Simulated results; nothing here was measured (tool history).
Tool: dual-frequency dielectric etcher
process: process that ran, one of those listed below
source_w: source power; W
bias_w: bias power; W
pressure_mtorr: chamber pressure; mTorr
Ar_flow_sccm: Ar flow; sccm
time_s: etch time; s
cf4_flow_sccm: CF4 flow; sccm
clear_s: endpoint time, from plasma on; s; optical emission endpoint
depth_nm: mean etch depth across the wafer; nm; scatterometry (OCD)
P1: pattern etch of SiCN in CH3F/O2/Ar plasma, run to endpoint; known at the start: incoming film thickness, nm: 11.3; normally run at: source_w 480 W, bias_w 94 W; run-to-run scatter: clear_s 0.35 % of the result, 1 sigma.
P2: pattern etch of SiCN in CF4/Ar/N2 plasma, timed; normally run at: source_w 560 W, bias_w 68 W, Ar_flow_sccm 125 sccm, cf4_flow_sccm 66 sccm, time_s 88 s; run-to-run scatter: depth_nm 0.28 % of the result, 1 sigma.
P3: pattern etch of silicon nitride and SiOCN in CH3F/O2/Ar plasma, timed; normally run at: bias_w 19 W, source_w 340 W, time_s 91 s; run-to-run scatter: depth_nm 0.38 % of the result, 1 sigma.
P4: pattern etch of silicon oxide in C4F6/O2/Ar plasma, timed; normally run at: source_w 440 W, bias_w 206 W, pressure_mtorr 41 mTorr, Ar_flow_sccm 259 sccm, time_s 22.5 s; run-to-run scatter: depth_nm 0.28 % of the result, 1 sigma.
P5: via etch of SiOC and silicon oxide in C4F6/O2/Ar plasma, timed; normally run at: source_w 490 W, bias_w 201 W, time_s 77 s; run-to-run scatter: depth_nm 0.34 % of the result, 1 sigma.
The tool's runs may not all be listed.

run   hour  process  source_w  bias_w  pressure_mtorr  Ar_flow_sccm  time_s  cf4_flow_sccm  hours since the last wet clean  hours since the last source power generator calibration  hours since the last bias power generator calibration  clear_s  depth_nm
  1      9       P1       480      94                                                                                139.7                                                   1218.9                                                 1231.3   26.687
  2   19.4       P1       480     113                                                                                150.1                                                   1229.3                                                 1241.7   24.891
  3   33.4       P1       370      76                                                                                164.1                                                   1243.3                                                 1255.7   31.727
  4   43.2       P4       440     162              41           259    22.5                                          173.9                                                   1253.1                                                 1265.5             67.595
  5   55.8       P1       590      94                                                                                186.5                                                   1265.7                                                 1278.1   24.679
  6   70.5       P1       480      94                                                                                201.2                                                   1280.4                                                 1292.8   26.833
  7   86.6       P5       490     201                                    77                                          217.3                                                   1296.5                                                 1308.9              96.67
  8   96.8       P1       310      94                                                                                227.5                                                   1306.7                                                 1319.1   31.324
  9  106.6       P2       430      68                           125      88             66                           237.3                                                   1316.5                                                 1328.9             68.797
 10  116.9       P2       560      68                           125      88             66                           247.6                                                   1326.8                                                 1339.2             86.549
 11  131.1       P4       440     206              41           259    22.5                                          261.8                                                     1341                                                 1353.4             72.687
     132.5  -- wet clean of the chamber
 12  146.4       P3       340      23                                    91                                           13.9                                                   1356.3                                                 1368.7             11.693
 13  158.6       P4       440     206              41           357    22.5                                           26.1                                                   1368.5                                                 1380.9             70.458
 14  171.5       P3       340      19                                 132.5                                             39                                                   1381.4                                                 1393.8             15.642
 15  182.8       P2       560      68                           125      88             66                            50.3                                                   1392.7                                                 1405.1              86.15
 16  199.3       P2       560      94                           125      88             66                            66.8                                                   1409.2                                                 1421.6                 97
 17  209.2       P2       560      68                           125      50             66                            76.7                                                   1419.1                                                 1431.5             49.034
 18    226       P4       260     206              41           259    22.5                                           93.5                                                   1435.9                                                 1448.3             59.044
 19  233.5       P2       560      68                           125      88             87                             101                                                   1443.4                                                 1455.8             90.594
 20    245       P4       440     206              41           259      30                                          112.5                                                   1454.9                                                 1467.3             96.868
 21  261.6       P1       480      73                                                                                129.1                                                   1471.5                                                 1483.9   29.211
 22    271       P1       480      94                                                                                138.5                                                   1480.9                                                 1493.3   26.861
 23  278.7       P4       440     206              54           259    22.5                                          146.2                                                   1488.6                                                   1501             70.446
       288  -- source power generator calibrated
 24  293.3       P3       340      19                                    91                                          160.8                                                      5.3                                                 1515.6              10.67
     300.1  -- bias power generator calibrated
 25  307.3       P5       490     201                                 111.5                                          174.8                                                     19.3                                                    7.2             140.56
 26  317.9       P2       560      68                            86      88             66                           185.4                                                     29.9                                                   17.8             91.951
 27  334.2       P5       490     201                                    77                                          201.7                                                     46.2                                                   34.1             96.692
 28  350.7       P1       480      94                                                                                218.2                                                     62.7                                                   50.6   26.699
 29  365.4       P1       600     118                                                                                232.9                                                     77.4                                                   65.3   22.599
 30  380.6       P3       460      19                                    91                                          248.1                                                     92.6                                                   80.5             11.887
 31  396.6       P5       320     201                                    77                                          264.1                                                    108.6                                                   96.5             82.627
 32  404.5       P5       490     284                                    77                                            272                                                    116.5                                                  104.4             109.49
 33  418.4       P1       480      94                                                                                285.9                                                    130.4                                                  118.3   26.685
 34  428.2       P1       480      94                                                                                295.7                                                    140.2                                                  128.1   26.468
 35  442.9       P1       480      94                                                                                310.4                                                    154.9                                                  142.8   26.479
 36  457.7       P1       480      94                                                                                325.2                                                    169.7                                                  157.6   26.153
     467.8  -- wet clean of the chamber
 37    469       P1       480      94                                                                                  1.3                                                      181                                                  168.9   26.265
 38  480.9       P1       480      94                                                                                 13.2                                                    192.9                                                  180.8   26.309
 39  491.2       P1       480      94                                                                                 23.5                                                    203.2                                                  191.1   26.202
 40  500.3       P1       480      94                                                                                 32.6                                                    212.3                                                  200.2   26.308

What P1 gives has crept away from where it was. These 2 causes fit the log equally well, each at the size given:
A: source power that arrives over what is set, % = 4.8
B: bias power that arrives over what is set, % = 4.82
The creep began at about hour 418.4.
Why every other cause is out:
chamber walls in a state that raises the etch rate, %: serviced at hour 467.8, which brought nothing back

4 check runs are offered, one wafer each, their results left as question marks. Which one tells the causes apart?
check 1  509.4       P2       560      94                           125      88             81                                                                                                                                                                  ?
check 2  509.4       P4       440     206            48.5           259    22.5                                                                                                                                                                                 ?
check 3  509.4       P3       460      19                                   127                                                                                                                                                                                 ?
check 4  509.4       P5       490     276                                   110                                                                                                                                                                                 ?

What each check would give under each cause:
  check    result    if A    if B
check 1  depth_nm  104.44  101.99
check 2  depth_nm  72.585  72.375
check 3  depth_nm  16.935  16.996
check 4  depth_nm  157.07  156.83
How far apart the two closest causes lie, in the result that separates them most: check 1 2.37 %; check 2 0.29 %; check 3 0.36 %; check 4 0.15 %
Check 1 tells the causes apart: in the others they would give nearly the same result.

Check 1 was then run and gave: depth_nm 102.51 nm. Which cause is it?

It is B: bias power that arrives over what is set, %.
